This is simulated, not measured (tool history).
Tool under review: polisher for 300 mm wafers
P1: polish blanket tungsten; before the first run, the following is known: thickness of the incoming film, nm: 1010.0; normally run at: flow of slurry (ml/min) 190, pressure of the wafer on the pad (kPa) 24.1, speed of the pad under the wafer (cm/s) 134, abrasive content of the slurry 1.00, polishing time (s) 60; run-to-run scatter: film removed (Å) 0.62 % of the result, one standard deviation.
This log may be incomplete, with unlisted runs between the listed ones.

| run | hour | flow of slurry (ml/min) | pressure of the wafer on the pad (kPa) | speed of the pad under the wafer (cm/s) | abrasive content of the slurry | polishing time (s) | wafers polished on this pad | hours since the slurry nozzle was cleaned | hours since the head pressure was calibrated | hours since the slurry blender was calibrated | hours since the slurry got fresh peroxide | film removed (Å) |
|---|---|---|---|---|---|---|---|---|---|---|---|---|
| 1 | 8.9 | 190 | 24.1 | 134 | 1.00 | 60 | 565 | 246.3 | 190.1 | 129.9 | 15.6 | 3768.4 |
| 2 | 20.1 | 190 | 24.1 | 134 | 1.00 | 60 | 666 | 257.5 | 201.3 | 141.1 | 26.8 | 3766.3 |
| 3 | 30.0 | 190 | 24.1 | 134 | 1.00 | 60 | 756 | 267.4 | 211.2 | 151.0 | 36.7 | 3781.8 |
| 4 | 38.8 | 190 | 24.1 | 178 | 1.00 | 60 | 835 | 276.2 | 220.0 | 159.8 | 45.5 | 4995.8 |
|  | 45.2 | slurry tank refilled with fresh slurry and peroxide |
| 5 | 49.5 | 190 | 24.1 | 134 | 1.50 | 60 | 932 | 286.9 | 230.7 | 170.5 | 4.4 | 4173.6 |
| 6 | 55.7 | 290 | 24.1 | 134 | 1.00 | 60 | 987 | 293.1 | 236.9 | 176.7 | 10.6 | 3940.4 |
| 7 | 62.9 | 190 | 12.4 | 134 | 1.00 | 60 | 1052 | 300.3 | 244.1 | 183.9 | 17.8 | 1946.8 |
| 8 | 73.6 | 190 | 24.1 | 134 | 1.00 | 28 | 1149 | 311.0 | 254.8 | 194.6 | 28.5 | 1758.3 |
| 9 | 85.8 | 190 | 24.1 | 134 | 1.00 | 60 | 1259 | 323.2 | 267.0 | 206.8 | 40.7 | 3778.6 |
|  | 87.3 | slurry nozzle cleaned |
| 10 | 92.7 | 190 | 24.1 | 60 | 1.00 | 60 | 1321 | 5.5 | 273.9 | 213.7 | 47.6 | 1666.4 |
| 11 | 101.3 | 190 | 24.1 | 134 | 1.00 | 60 | 1399 | 14.1 | 282.5 | 222.3 | 56.2 | 3785.4 |
| 12 | 112.6 | 140 | 24.1 | 134 | 1.00 | 60 | 1501 | 25.4 | 293.8 | 233.6 | 67.5 | 3547.0 |
|  | 123.0 | slurry blender recalibrated |
| 13 | 124.5 | 190 | 33.8 | 134 | 1.00 | 60 | 1609 | 37.3 | 305.7 | 1.5 | 79.4 | 5320.3 |
| 14 | 132.0 | 190 | 24.1 | 134 | 1.00 | 60 | 1676 | 44.8 | 313.2 | 9.0 | 86.9 | 3723.5 |
| 15 | 145.0 | 190 | 24.1 | 134 | 1.00 | 60 | 1794 | 57.8 | 326.2 | 22.0 | 99.9 | 3731.4 |
| 16 | 158.0 | 190 | 37.2 | 134 | 1.30 | 60 | 1911 | 70.8 | 339.2 | 35.0 | 112.9 | 6150.7 |
| 17 | 167.9 | 190 | 24.1 | 134 | 0.65 | 60 | 2000 | 80.7 | 349.1 | 44.9 | 122.8 | 3410.6 |
| 18 | 174.6 | 190 | 24.1 | 134 | 1.00 | 93 | 2061 | 87.4 | 355.8 | 51.6 | 129.5 | 5821.5 |
| 19 | 183.8 | 190 | 24.1 | 134 | 1.00 | 60 | 2144 | 96.6 | 365.0 | 60.8 | 138.7 | 3756.8 |
| 20 | 192.6 | 190 | 24.1 | 134 | 1.00 | 60 | 2223 | 105.4 | 373.8 | 69.6 | 147.5 | 3715.0 |
| 21 | 200.2 | 190 | 24.1 | 134 | 1.00 | 60 | 2292 | 113.0 | 381.4 | 77.2 | 155.1 | 3606.4 |
| 22 | 210.3 | 190 | 24.1 | 134 | 1.00 | 60 | 2383 | 123.1 | 391.5 | 87.3 | 165.2 | 3577.7 |
| 23 | 220.8 | 190 | 24.1 | 134 | 1.00 | 60 | 2478 | 133.6 | 402.0 | 97.8 | 175.7 | 3526.7 |
| 24 | 230.0 | 190 | 24.1 | 134 | 1.00 | 60 | 2561 | 142.8 | 411.2 | 107.0 | 184.9 | 3489.9 |
|  | 231.2 | head pressure recalibrated |
| 25 | 238.4 | 190 | 24.1 | 134 | 1.00 | 60 | 2637 | 151.2 | 7.2 | 115.4 | 193.3 | 3440.8 |
|  | 244.4 | slurry tank refilled with fresh slurry and peroxide |
| 26 | 245.8 | 190 | 24.1 | 134 | 1.00 | 60 | 2703 | 158.6 | 14.6 | 122.8 | 1.4 | 3513.1 |
|  | 248.7 | worn pad replaced by a new one |
| 27 | 259.5 | 190 | 24.1 | 134 | 1.00 | 60 | 97 | 172.3 | 28.3 | 136.5 | 15.1 | 3465.7 |
| 28 | 273.3 | 190 | 24.1 | 134 | 1.00 | 60 | 222 | 186.1 | 42.1 | 150.3 | 28.9 | 3441.7 |

Something has made what P1 gives creep away from where it was; the 2 causes below, each at its own stated size, fit the log equally well:
A: abrasive missing from the slurry, % = 31.2
B: slurry flow missing at the pad, % = 39
The drift started at roughly hour 183.8.
Ruled out, with reasons:
removal rate lost through wear of the pad, %: serviced at hour 248.7, after the drift had started, without restoring the earlier output
head's pressure below its setpoint, %: serviced at hour 231.2, after the drift had started, without restoring the earlier output
peroxide lost from the slurry, %: serviced at hour 244.4, after the drift had started, without restoring the earlier output

You are offered 4 check runs, listed below with question marks in place of their results; each one averages 5 wafers. Which run separates the listed causes by giving clearly different results for each?
| check 1 | 287.1 | 190 | 24.1 | 134 | 1.40 | 28 |  |  |  |  |  | ? |
| check 2 | 287.1 | 190 | 24.1 | 134 | 1.35 | 91 |  |  |  |  |  | ? |
| check 3 | 287.1 | 190 | 24.1 | 76 | 1.00 | 47 |  |  |  |  |  | ? |
| check 4 | 287.1 | 145 | 24.1 | 134 | 1.00 | 60 |  |  |  |  |  | ? |

What every check run would give for each of its results, assuming each possible cause in turn:
| check | result | if A | if B |
|---|---|---|---|
| check 1 | film removed (Å) | 1740.4 | 1745.3 |
| check 2 | film removed (Å) | 5608.1 | 5622.1 |
| check 3 | film removed (Å) | 1532.6 | 1532.5 |
| check 4 | film removed (Å) | 3305.8 | 3226.6 |
Smallest distance between any two causes, each pair judged by its most separating result, in per cent: check 1 0.28 %; check 2 0.25 %; check 3 0.01 %; check 4 2.42 %
Check 4 is the one run that separates the causes; every other check would come out nearly the same whichever cause is at work.

Here is what check 4 returned: film removed (Å) 3231.5. Which cause is it?

It was cause B: slurry flow missing at the pad, %.

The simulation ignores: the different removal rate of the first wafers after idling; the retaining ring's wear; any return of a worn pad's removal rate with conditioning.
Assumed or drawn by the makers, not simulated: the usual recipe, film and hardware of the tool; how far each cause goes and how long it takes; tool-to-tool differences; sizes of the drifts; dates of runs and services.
